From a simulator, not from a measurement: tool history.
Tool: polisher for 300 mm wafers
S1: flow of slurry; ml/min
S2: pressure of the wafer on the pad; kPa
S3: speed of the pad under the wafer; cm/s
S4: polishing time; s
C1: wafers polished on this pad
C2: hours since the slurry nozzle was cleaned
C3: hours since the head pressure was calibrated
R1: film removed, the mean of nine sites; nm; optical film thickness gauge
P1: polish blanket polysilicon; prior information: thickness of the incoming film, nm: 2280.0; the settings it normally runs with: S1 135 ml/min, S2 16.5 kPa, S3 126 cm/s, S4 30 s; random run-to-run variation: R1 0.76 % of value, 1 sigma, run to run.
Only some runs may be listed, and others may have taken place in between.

run  hour   S1    S2   S3  S4    C1     C2     C3       R1
  1   3.9  135  16.5  126  30   401   86.6  367.5  244.140
  2   8.9  165  16.5  180  30   484   91.6  372.5  362.560
  3  12.7  135  16.5  126  30   547   95.4  376.3  242.040
  4  18.3  135  16.5  126  30   641  101.0  381.9  243.720
  5  21.5  135   7.6  126  30   694  104.2  385.1  111.270
  6  24.6  135  23.4  126  30   746  107.3  388.2  341.150
  7  29.1  135  16.5  126  30   821  111.8  392.7  242.410
  8  33.3  135  16.5   62  45   891  116.0  396.9  179.580
  9  39.1  135  16.5  126  46   987  121.8  402.7  364.910
 10  42.1  135  16.5  126  30  1037  124.8  405.7  243.550
     44.2  -- slurry nozzle cleaned
 11  47.6  135  16.5  126  20  1129    3.4  411.2  160.190
 12  53.1  135  16.5   88  30  1221    8.9  416.7  172.940
 13  57.6  135  16.5  126  30  1296   13.4  421.2  244.780
 14  60.9  135  16.5   74  17  1351   16.7  424.5   81.111
 15  63.5  170  16.5  126  30  1394   19.3  427.1  251.180
 16  67.1  135  16.5  172  30  1454   22.9  430.7  331.280
 17  71.7   80  16.5  126  30  1531   27.5  435.3  216.150
 18  76.2  135  16.5  126  30  1606   32.0  439.8  241.270

The next listed run, before its measurement:
 19  79.9  135  16.5  126  30  1667  35.7  443.5   ?

R1: 236.630 nm
